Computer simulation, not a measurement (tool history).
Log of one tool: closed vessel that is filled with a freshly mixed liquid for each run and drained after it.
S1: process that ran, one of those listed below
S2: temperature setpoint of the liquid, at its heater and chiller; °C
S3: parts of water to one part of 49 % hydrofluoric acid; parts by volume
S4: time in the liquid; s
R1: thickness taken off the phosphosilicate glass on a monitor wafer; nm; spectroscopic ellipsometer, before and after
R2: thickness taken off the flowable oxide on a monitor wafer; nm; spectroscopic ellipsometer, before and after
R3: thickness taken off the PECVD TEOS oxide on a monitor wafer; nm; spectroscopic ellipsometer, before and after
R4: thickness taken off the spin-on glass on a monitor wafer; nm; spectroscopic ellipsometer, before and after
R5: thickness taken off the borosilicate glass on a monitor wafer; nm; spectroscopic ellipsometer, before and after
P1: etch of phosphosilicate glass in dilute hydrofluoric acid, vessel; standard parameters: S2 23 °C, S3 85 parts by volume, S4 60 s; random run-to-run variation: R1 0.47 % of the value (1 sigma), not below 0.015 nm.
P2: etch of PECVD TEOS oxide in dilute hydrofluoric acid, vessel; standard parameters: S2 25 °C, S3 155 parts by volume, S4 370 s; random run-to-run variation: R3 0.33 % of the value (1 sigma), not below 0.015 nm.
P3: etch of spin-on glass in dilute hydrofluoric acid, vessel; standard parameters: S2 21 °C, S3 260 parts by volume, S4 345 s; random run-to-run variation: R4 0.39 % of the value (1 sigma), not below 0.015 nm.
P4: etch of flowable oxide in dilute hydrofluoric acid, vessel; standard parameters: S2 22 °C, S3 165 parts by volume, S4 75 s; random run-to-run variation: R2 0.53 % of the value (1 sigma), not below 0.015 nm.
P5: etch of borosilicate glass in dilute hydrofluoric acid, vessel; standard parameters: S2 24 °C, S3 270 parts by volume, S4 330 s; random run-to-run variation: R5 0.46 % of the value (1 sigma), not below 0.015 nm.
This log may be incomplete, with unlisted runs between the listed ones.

run   hour  S1    S2   S3   S4      R1      R2      R3      R4      R5
  1    6.1  P1    23   85   60   99.47
  2   13.3  P4    17  165   75           12.45
  3   19.6  P4    22   50   75          56.865
  4   26.9  P2    25   35  370                  214.67
  5   33.9  P1    17   85   60  77.072
  6   38.4  P1    23   85   90  148.98
  7   45.3  P3    21  260  345                          38.808
  8   49.4  P2    25  155  140                   15.96
  9   53.5  P5    24  270  130                                  21.848
 10   61.3  P1    23   85   60  99.565
 11   69.3  P1    23   85   60   99.34
 12   75.8  P1    27   85  115  223.68
 13   82.1  P1    23   30   60  303.22
 14   87.2  P1    23   85   60  99.534
 15   93.5  P4    22  165   75          14.894
 16   99.8  P5    24  270  330                                  55.428
 17  104.6  P1    23   85   30  49.708
 18  111.4  P4    22  165  145          29.188
 19  117.1  P2    25  155  370                  41.551
 20  122.3  P3    26  260  345                          46.455
 21  127.3  P1    23  145  115  103.39
 22  132.4  P1  28.5   85   60  124.65
 23  140.3  P1    23   85   60   100.1
 24  145.4  P5    24  380  330                                  35.498
 25  150.8  P1    23   40   95  351.65
 26  156.6  P2    25  155  370                  41.738
 27  163.5  P2  20.5  155  370                  35.331
 28  171.6  P3    21  260  670                          74.933
 29  175.8  P5    32  270  330                                  72.486
     177.8  -- hydrofluoric acid flow meter replaced
 30  180.2  P1    23  135   60  59.131
 31  184.1  P1    23   85   60  99.809
 32  192.4  P3    21   50  345                          251.95
 33  198.3  P1    23   85   60   99.34
 34  202.3  P1    23   85   60  101.04
 35  207.5  P1    23   85   60  103.78
 36  213.9  P1    23   85   60  104.54
 37  222.1  P1    23   85   60  106.01
 38  228.4  P1    23   85   60  107.47
 39  235.1  P1    23   85   60  106.54
 40  240.7  P1    23   85   60  107.33
 41  247.7  P1    23   85   60  108.19
 42  255.6  P1    23   85   60  108.51
 43  264.1  P1    23   85   60  107.55
 44  268.6  P1    23   85   60  108.32

What P1 gives has crept away from where it was. These 2 causes fit the log equally well, each at the size given:
A: liquid hotter than its thermometer reads (K) = 2.14
B: hydrofluoric acid flow above the setpoint (%) = 8.08
Onset of the creep was near hour 198.3.

Question marks stand in for the results of the 4 check runs listed below, each run on one wafer. Under which run would the listed causes show clearly different results?
check 1  273.1  P3  21   55  640               ?
check 2  273.1  P2  25   40  370           ?
check 3  273.1  P4  22  100   75       ?
check 4  273.1  P5  30  380  330                   ?

Predicted outcomes, by check and by cause:
  check  result    if A    if B
check 1      R4  463.03  460.09
check 2      R3  204.56  203.42
check 3      R2   29.15  29.181
check 4      R5  45.939   47.93
Distance between the nearest two causes, measured in the result of the check that separates them most: check 1 0.64 %; check 2 0.56 %; check 3 0.11 %; check 4 4.24 %
The causes can be told apart only by check 4. The other checks would give nearly the same results under each of them.

After running check 4, the following was obtained: R5 47.754 nm. Which cause does this point to?

It is B: hydrofluoric acid flow above the setpoint (%).

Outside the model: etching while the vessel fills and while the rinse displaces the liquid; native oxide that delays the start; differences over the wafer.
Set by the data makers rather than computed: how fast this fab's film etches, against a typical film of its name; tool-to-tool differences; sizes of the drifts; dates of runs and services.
